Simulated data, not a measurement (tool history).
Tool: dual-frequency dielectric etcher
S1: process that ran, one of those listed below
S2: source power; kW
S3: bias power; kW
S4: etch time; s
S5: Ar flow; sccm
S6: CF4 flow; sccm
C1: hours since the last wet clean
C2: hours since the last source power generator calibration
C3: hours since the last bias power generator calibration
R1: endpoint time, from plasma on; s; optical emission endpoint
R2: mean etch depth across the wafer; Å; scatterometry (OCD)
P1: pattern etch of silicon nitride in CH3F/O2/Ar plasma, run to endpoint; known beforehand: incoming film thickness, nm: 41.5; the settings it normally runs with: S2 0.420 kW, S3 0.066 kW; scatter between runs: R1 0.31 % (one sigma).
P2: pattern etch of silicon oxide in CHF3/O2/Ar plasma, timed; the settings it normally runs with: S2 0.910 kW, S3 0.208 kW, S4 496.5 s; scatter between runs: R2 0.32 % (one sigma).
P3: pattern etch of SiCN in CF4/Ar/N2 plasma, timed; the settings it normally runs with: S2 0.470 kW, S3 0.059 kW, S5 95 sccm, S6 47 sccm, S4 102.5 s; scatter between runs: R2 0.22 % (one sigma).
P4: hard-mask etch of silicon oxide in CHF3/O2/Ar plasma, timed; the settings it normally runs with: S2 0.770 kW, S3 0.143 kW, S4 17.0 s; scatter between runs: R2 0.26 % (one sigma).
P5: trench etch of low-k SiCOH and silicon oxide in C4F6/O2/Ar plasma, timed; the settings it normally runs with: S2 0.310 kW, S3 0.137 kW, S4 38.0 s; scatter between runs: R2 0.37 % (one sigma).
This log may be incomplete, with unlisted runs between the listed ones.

{"run": 1, "hour": 3.7, "S1": "P1", "S2": 0.42, "S3": 0.066, "C1": 334.0, "C2": 1433.1, "C3": 1175.1, "R1": 59.942}
{"run": 2, "hour": 6.2, "S1": "P4", "S2": 0.77, "S3": 0.143, "S4": 11.5, "C1": 336.5, "C2": 1435.6, "C3": 1177.6, "R2": 231.49}
{"run": 3, "hour": 10.9, "S1": "P1", "S2": 0.42, "S3": 0.066, "C1": 341.2, "C2": 1440.3, "C3": 1182.3, "R1": 59.752}
{"run": 4, "hour": 14.0, "S1": "P2", "S2": 0.91, "S3": 0.135, "S4": 496.5, "C1": 344.3, "C2": 1443.4, "C3": 1185.4, "R2": 10574.0}
{"run": 5, "hour": 17.4, "S1": "P1", "S2": 0.54, "S3": 0.087, "C1": 347.7, "C2": 1446.8, "C3": 1188.8, "R1": 49.267}
{"run": 6, "hour": 20.6, "S1": "P4", "S2": 0.77, "S3": 0.143, "S4": 17.0, "C1": 350.9, "C2": 1450.0, "C3": 1192.0, "R2": 342.69}
{"run": 7, "hour": 23.8, "S1": "P1", "S2": 0.28, "S3": 0.066, "C1": 354.1, "C2": 1453.2, "C3": 1195.2, "R1": 70.082}
{"run": 8, "hour": 26.1, "S1": "P5", "S2": 0.42, "S3": 0.137, "S4": 38.0, "C1": 356.4, "C2": 1455.5, "C3": 1197.5, "R2": 1123.4}
{"hour": 28.3, "done": "source power generator calibrated"}
{"run": 9, "hour": 30.3, "S1": "P2", "S2": 0.91, "S3": 0.208, "S4": 273.0, "C1": 360.6, "C2": 2.0, "C3": 1201.7, "R2": 6717.9}
{"run": 10, "hour": 35.3, "S1": "P3", "S2": 0.47, "S3": 0.038, "S4": 102.5, "S5": 95, "S6": 47, "C1": 365.6, "C2": 7.0, "C3": 1206.7, "R2": 673.77}
{"run": 11, "hour": 37.9, "S1": "P1", "S2": 0.42, "S3": 0.066, "C1": 368.2, "C2": 9.6, "C3": 1209.3, "R1": 59.501}
{"run": 12, "hour": 42.6, "S1": "P1", "S2": 0.59, "S3": 0.066, "C1": 372.9, "C2": 14.3, "C3": 1214.0, "R1": 52.606}
{"run": 13, "hour": 45.1, "S1": "P5", "S2": 0.31, "S3": 0.09, "S4": 38.0, "C1": 375.4, "C2": 16.8, "C3": 1216.5, "R2": 891.69}
{"run": 14, "hour": 49.8, "S1": "P4", "S2": 0.77, "S3": 0.143, "S4": 17.0, "C1": 380.1, "C2": 21.5, "C3": 1221.2, "R2": 341.83}
{"run": 15, "hour": 53.8, "S1": "P1", "S2": 0.42, "S3": 0.066, "C1": 384.1, "C2": 25.5, "C3": 1225.2, "R1": 60.179}
{"run": 16, "hour": 56.4, "S1": "P1", "S2": 0.42, "S3": 0.042, "C1": 386.7, "C2": 28.1, "C3": 1227.8, "R1": 69.064}
{"run": 17, "hour": 58.9, "S1": "P5", "S2": 0.31, "S3": 0.137, "S4": 38.0, "C1": 389.2, "C2": 30.6, "C3": 1230.3, "R2": 992.12}
{"run": 18, "hour": 62.8, "S1": "P5", "S2": 0.31, "S3": 0.137, "S4": 52.5, "C1": 393.1, "C2": 34.5, "C3": 1234.2, "R2": 1387.8}
{"run": 19, "hour": 66.9, "S1": "P2", "S2": 0.56, "S3": 0.208, "S4": 496.5, "C1": 397.2, "C2": 38.6, "C3": 1238.3, "R2": 10052.0}
{"run": 20, "hour": 69.1, "S1": "P4", "S2": 0.95, "S3": 0.143, "S4": 17.0, "C1": 399.4, "C2": 40.8, "C3": 1240.5, "R2": 371.74}
{"run": 21, "hour": 73.2, "S1": "P1", "S2": 0.42, "S3": 0.066, "C1": 403.5, "C2": 44.9, "C3": 1244.6, "R1": 59.73}
{"run": 22, "hour": 77.5, "S1": "P3", "S2": 0.47, "S3": 0.059, "S4": 102.5, "S5": 95, "S6": 47, "C1": 407.8, "C2": 49.2, "C3": 1248.9, "R2": 780.78}
{"run": 23, "hour": 82.4, "S1": "P3", "S2": 0.47, "S3": 0.059, "S4": 102.5, "S5": 69, "S6": 47, "C1": 412.7, "C2": 54.1, "C3": 1253.8, "R2": 822.34}
{"run": 24, "hour": 86.5, "S1": "P1", "S2": 0.42, "S3": 0.081, "C1": 416.8, "C2": 58.2, "C3": 1257.9, "R1": 56.115}
{"run": 25, "hour": 89.4, "S1": "P3", "S2": 0.37, "S3": 0.059, "S4": 102.5, "S5": 95, "S6": 47, "C1": 419.7, "C2": 61.1, "C3": 1260.8, "R2": 632.04}
{"run": 26, "hour": 93.4, "S1": "P3", "S2": 0.47, "S3": 0.059, "S4": 102.5, "S5": 95, "S6": 60, "C1": 423.7, "C2": 65.1, "C3": 1264.8, "R2": 815.2}
{"run": 27, "hour": 95.6, "S1": "P1", "S2": 0.42, "S3": 0.066, "C1": 425.9, "C2": 67.3, "C3": 1267.0, "R1": 59.682}
{"run": 28, "hour": 99.0, "S1": "P1", "S2": 0.35, "S3": 0.076, "C1": 429.3, "C2": 70.7, "C3": 1270.4, "R1": 61.381}
{"run": 29, "hour": 101.5, "S1": "P2", "S2": 0.91, "S3": 0.208, "S4": 496.5, "C1": 431.8, "C2": 73.2, "C3": 1272.9, "R2": 12152.0}
{"run": 30, "hour": 104.4, "S1": "P1", "S2": 0.42, "S3": 0.066, "C1": 434.7, "C2": 76.1, "C3": 1275.8, "R1": 59.786}
{"run": 31, "hour": 106.6, "S1": "P3", "S2": 0.47, "S3": 0.059, "S4": 144.0, "S5": 95, "S6": 47, "C1": 436.9, "C2": 78.3, "C3": 1278.0, "R2": 1096.4}
{"run": 32, "hour": 109.5, "S1": "P4", "S2": 0.77, "S3": 0.198, "S4": 17.0, "C1": 439.8, "C2": 81.2, "C3": 1280.9, "R2": 380.56}
{"run": 33, "hour": 111.9, "S1": "P1", "S2": 0.42, "S3": 0.066, "C1": 442.2, "C2": 83.6, "C3": 1283.3, "R1": 59.754}
{"run": 34, "hour": 116.8, "S1": "P1", "S2": 0.42, "S3": 0.066, "C1": 447.1, "C2": 88.5, "C3": 1288.2, "R1": 59.433}
{"run": 35, "hour": 121.0, "S1": "P1", "S2": 0.42, "S3": 0.066, "C1": 451.3, "C2": 92.7, "C3": 1292.4, "R1": 59.525}
{"run": 36, "hour": 123.8, "S1": "P1", "S2": 0.42, "S3": 0.066, "C1": 454.1, "C2": 95.5, "C3": 1295.2, "R1": 59.055}
{"run": 37, "hour": 126.6, "S1": "P1", "S2": 0.42, "S3": 0.066, "C1": 456.9, "C2": 98.3, "C3": 1298.0, "R1": 58.99}
{"hour": 128.7, "done": "wet clean of the chamber"}
{"run": 38, "hour": 130.6, "S1": "P1", "S2": 0.42, "S3": 0.066, "C1": 2.0, "C2": 102.3, "C3": 1302.0, "R1": 59.254}
{"run": 39, "hour": 134.0, "S1": "P1", "S2": 0.42, "S3": 0.066, "C1": 5.4, "C2": 105.7, "C3": 1305.4, "R1": 59.063}
{"run": 40, "hour": 137.0, "S1": "P1", "S2": 0.42, "S3": 0.066, "C1": 8.4, "C2": 108.7, "C3": 1308.4, "R1": 58.9}
{"run": 41, "hour": 139.5, "S1": "P1", "S2": 0.42, "S3": 0.066, "C1": 10.9, "C2": 111.2, "C3": 1310.9, "R1": 59.066}
{"run": 42, "hour": 143.2, "S1": "P1", "S2": 0.42, "S3": 0.066, "C1": 14.6, "C2": 114.9, "C3": 1314.6, "R1": 58.859}
{"run": 43, "hour": 146.5, "S1": "P1", "S2": 0.42, "S3": 0.066, "C1": 17.9, "C2": 118.2, "C3": 1317.9, "R1": 59.158}

Compared with where it was, what P1 gives has crept away. Each cause listed below fits the log as well as the rest, at the size given for it:
A: bias power that arrives over what is set, % = 4.71
B: source power that arrives over what is set, % = 4.14
The drift started at roughly hour 111.9.
Excluded causes, each with its reason:
chamber walls in a state that raises the etch rate, %: work on it at hour 128.7, done after the drift set in, did not restore what the process gave before

Below are 4 check runs, each on a single wafer, with their results shown as question marks. Which of them would tell the listed causes apart, meaning the causes would give clearly different results under it?
{"run": "check 1", "hour": 149.8, "S1": "P3", "S2": 0.47, "S3": 0.059, "S4": 120.0, "S5": 70, "S6": 47, "R2": "?"}
{"run": "check 2", "hour": 149.8, "S1": "P2", "S2": 0.64, "S3": 0.208, "S4": 496.5, "R2": "?"}
{"run": "check 3", "hour": 149.8, "S1": "P4", "S2": 0.77, "S3": 0.196, "S4": 17.0, "R2": "?"}
{"run": "check 4", "hour": 149.8, "S1": "P5", "S2": 0.39, "S3": 0.137, "S4": 51.0, "R2": "?"}

Predicted outcomes, by check and by cause:
check=check_1 result=R2 if_A=977.74 if_B=997.90
check=check_2 result=R2 if_A=10831.00 if_B=10826.00
check=check_3 result=R2 if_A=385.77 if_B=385.76
check=check_4 result=R2 if_A=1484.00 if_B=1487.40
Gap, in per cent, between the two causes that each check separates least, read from the result that separates them most: check 1 2.04 %; check 2 0.05 %; check 3 0 %; check 4 0.23 %
Check 1 tells the causes apart: in the others they would give nearly the same result.

The results of check 1 are: R2 997.25 Å. Based on these, which of the listed causes is it?

Of the candidate causes, it is B: source power that arrives over what is set, %.

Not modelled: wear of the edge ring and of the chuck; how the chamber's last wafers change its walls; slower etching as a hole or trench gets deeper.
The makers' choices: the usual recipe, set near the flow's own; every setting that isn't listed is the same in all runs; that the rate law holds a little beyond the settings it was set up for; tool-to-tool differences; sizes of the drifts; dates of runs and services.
